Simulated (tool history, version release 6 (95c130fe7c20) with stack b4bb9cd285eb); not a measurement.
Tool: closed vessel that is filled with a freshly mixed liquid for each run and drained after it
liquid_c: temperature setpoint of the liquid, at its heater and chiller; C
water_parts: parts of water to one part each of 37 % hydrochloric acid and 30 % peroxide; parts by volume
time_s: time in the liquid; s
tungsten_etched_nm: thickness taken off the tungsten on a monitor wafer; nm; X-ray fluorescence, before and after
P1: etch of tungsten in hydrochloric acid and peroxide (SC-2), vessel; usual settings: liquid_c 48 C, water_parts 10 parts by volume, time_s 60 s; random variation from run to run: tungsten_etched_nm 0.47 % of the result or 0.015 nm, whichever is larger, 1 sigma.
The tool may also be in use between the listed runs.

run,hour,liquid_c,water_parts,time_s,tungsten_etched_nm
1,3.7,48,10,60,18.887
2,7.1,63,10,60,50.382
3,11.8,56.5,17,60,21.096
4,16,48,4,95,59.866
5,19,48,10,60,18.953
6,22.3,48,4,60,38.055
7,25.3,48,10,60,19.182
8,27.6,48,10,60,18.916
9,30.4,48,10,60,18.923
10,33.9,48,10,115,36.373
11,38.1,35,10,60,7.6295
12,41.4,48,10,60,19.01
13,46.3,48,18,60,11.372
14,48.5,48,10,60,18.974
15,52,35,10,90,11.353
16,56,48,10,30,9.5842
17,60.6,48,10,60,19.113
18,64.5,48,10,60,18.323
19,68.5,48,10,60,18.124
20,72.8,48,10,60,17.804
21,77.1,48,10,60,17.511
# hour 77.6: new drum of peroxide connected
22,80.8,48,10,60,17.369
23,85.1,48,10,60,17.338
24,88.6,48,10,60,17.277
25,92.2,48,10,60,17.336
26,95,48,10,60,17.319
27,99.1,48,10,60,17.192

What P1 gives has crept away from where it was. These 2 causes fit the log equally well, each at the size given:
A: liquid colder than its thermometer reads (K) = 1.42
B: chemicals flow below the setpoint (%) = 10.8
The creep began at about hour 60.6.
Why every other cause is out:
peroxide weaker than its label (%): serviced at hour 77.6, which brought nothing back

4 check runs are offered, each on 2 wafers whose results are averaged, their results left as question marks. Which one tells the causes apart?
check 1,103.2,48,15,85,?
check 2,103.2,48,18,60,?
check 3,103.2,38,4,60,?
check 4,103.2,48,14,60,?

What each check would give under each cause:
check,result,if A,if B
check 1,tungsten_etched_nm,17.253,17.163
check 2,tungsten_etched_nm,10.352,10.278
check 3,tungsten_etched_nm,17.082,17.515
check 4,tungsten_etched_nm,12.94,12.883
How far apart the two closest causes lie, in the result that separates them most: check 1 0.52 %; check 2 0.71 %; check 3 2.5 %; check 4 0.44 %
Only check 3 tells the causes apart: in the others they would give nearly the same result.

Check 3 was then run and gave: tungsten_etched_nm 17.46 nm. Which cause is it?

It is B: chemicals flow below the setpoint (%).

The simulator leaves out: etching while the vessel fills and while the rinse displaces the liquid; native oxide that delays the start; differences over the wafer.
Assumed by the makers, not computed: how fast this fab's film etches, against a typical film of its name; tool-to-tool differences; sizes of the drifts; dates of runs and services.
